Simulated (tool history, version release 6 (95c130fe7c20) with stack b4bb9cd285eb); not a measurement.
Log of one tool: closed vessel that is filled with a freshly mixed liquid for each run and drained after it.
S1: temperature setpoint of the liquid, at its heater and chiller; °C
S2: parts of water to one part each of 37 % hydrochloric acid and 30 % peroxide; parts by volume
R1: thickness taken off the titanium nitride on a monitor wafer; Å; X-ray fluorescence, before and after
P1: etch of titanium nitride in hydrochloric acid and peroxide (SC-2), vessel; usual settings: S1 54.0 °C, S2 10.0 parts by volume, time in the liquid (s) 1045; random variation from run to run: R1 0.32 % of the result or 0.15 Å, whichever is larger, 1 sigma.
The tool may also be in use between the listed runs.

run 1 day=0.371 | S1=54.0 S2=10.0 time_in_the_liquid_(s)=1045 | R1=209.170
run 2 day=0.908 | S1=40.5 S2=10.0 time_in_the_liquid_(s)=1045 | R1=83.313
run 3 day=1.208 | S1=54.0 S2=10.0 time_in_the_liquid_(s)=1045 | R1=208.380
run 4 day=1.683 | S1=54.0 S2=10.0 time_in_the_liquid_(s)=1045 | R1=208.570
run 5 day=2.208 | S1=54.0 S2=10.0 time_in_the_liquid_(s)=1045 | R1=209.660
run 6 day=2.588 | S1=54.0 S2=18.0 time_in_the_liquid_(s)=1045 | R1=125.220
run 7 day=2.875 | S1=54.0 S2=4.0 time_in_the_liquid_(s)=1045 | R1=418.600
run 8 day=3.142 | S1=54.0 S2=10.0 time_in_the_liquid_(s)=75 | R1=14.780
run 9 day=3.638 | S1=54.0 S2=10.0 time_in_the_liquid_(s)=2025 | R1=406.550
-- day=3.683 new drum of peroxide connected
run 10 day=3.958 | S1=54.0 S2=17.5 time_in_the_liquid_(s)=160 | R1=19.820
run 11 day=4.471 | S1=65.5 S2=10.0 time_in_the_liquid_(s)=1045 | R1=429.920
run 12 day=4.762 | S1=54.0 S2=10.0 time_in_the_liquid_(s)=1045 | R1=208.870
run 13 day=5.117 | S1=54.0 S2=10.0 time_in_the_liquid_(s)=1045 | R1=213.780
run 14 day=5.371 | S1=54.0 S2=10.0 time_in_the_liquid_(s)=1045 | R1=217.520
run 15 day=5.938 | S1=54.0 S2=10.0 time_in_the_liquid_(s)=1045 | R1=220.610
run 16 day=6.283 | S1=54.0 S2=10.0 time_in_the_liquid_(s)=1045 | R1=222.920
run 17 day=6.746 | S1=54.0 S2=10.0 time_in_the_liquid_(s)=1045 | R1=224.990
run 18 day=7.258 | S1=54.0 S2=10.0 time_in_the_liquid_(s)=1045 | R1=226.510
run 19 day=7.796 | S1=54.0 S2=10.0 time_in_the_liquid_(s)=1045 | R1=225.070
run 20 day=8.088 | S1=54.0 S2=10.0 time_in_the_liquid_(s)=1045 | R1=227.910
run 21 day=8.600 | S1=54.0 S2=10.0 time_in_the_liquid_(s)=1045 | R1=228.080
run 22 day=9.042 | S1=54.0 S2=10.0 time_in_the_liquid_(s)=1045 | R1=228.410
run 23 day=9.442 | S1=54.0 S2=10.0 time_in_the_liquid_(s)=1045 | R1=228.460

What P1 gives has crept away from where it was. These 2 causes fit the log equally well, each at the size given:
A: chemicals flow above the setpoint (%) = 11.2
B: liquid hotter than its thermometer reads (K) = 1.35
The creep began at about day 4.762.
Why every other cause is out:
peroxide weaker than its label (%): at most 8, which would move R1 by -7.4 %: too little, or the wrong way

4 check runs are offered, each on 2 wafers whose results are averaged, their results left as question marks. Which one tells the causes apart?
run check 1 day=9.842 | S1=54.0 S2=7.0 time_in_the_liquid_(s)=620 | R1=?
run check 2 day=9.842 | S1=45.0 S2=4.0 time_in_the_liquid_(s)=1045 | R1=?
run check 3 day=9.842 | S1=45.5 S2=10.0 time_in_the_liquid_(s)=1985 | R1=?
run check 4 day=9.842 | S1=44.0 S2=10.0 time_in_the_liquid_(s)=145 | R1=?

What each check would give under each cause:
check=check_1 result=R1 if_A=179.400 if_B=180.460
check=check_2 result=R1 if_A=245.440 if_B=251.140
check=check_3 result=R1 if_A=245.660 if_B=246.780
check=check_4 result=R1 if_A=16.183 if_B=16.271
How far apart the two closest causes lie, in the result that separates them most: check 1 0.59 %; check 2 2.29 %; check 3 0.45 %; check 4 0.54 %
Check 2 tells the causes apart: in the others they would give nearly the same result.

Then check 2 was run and gave: R1 244.770 Å. Which cause is it?

It is A: chemicals flow above the setpoint (%).

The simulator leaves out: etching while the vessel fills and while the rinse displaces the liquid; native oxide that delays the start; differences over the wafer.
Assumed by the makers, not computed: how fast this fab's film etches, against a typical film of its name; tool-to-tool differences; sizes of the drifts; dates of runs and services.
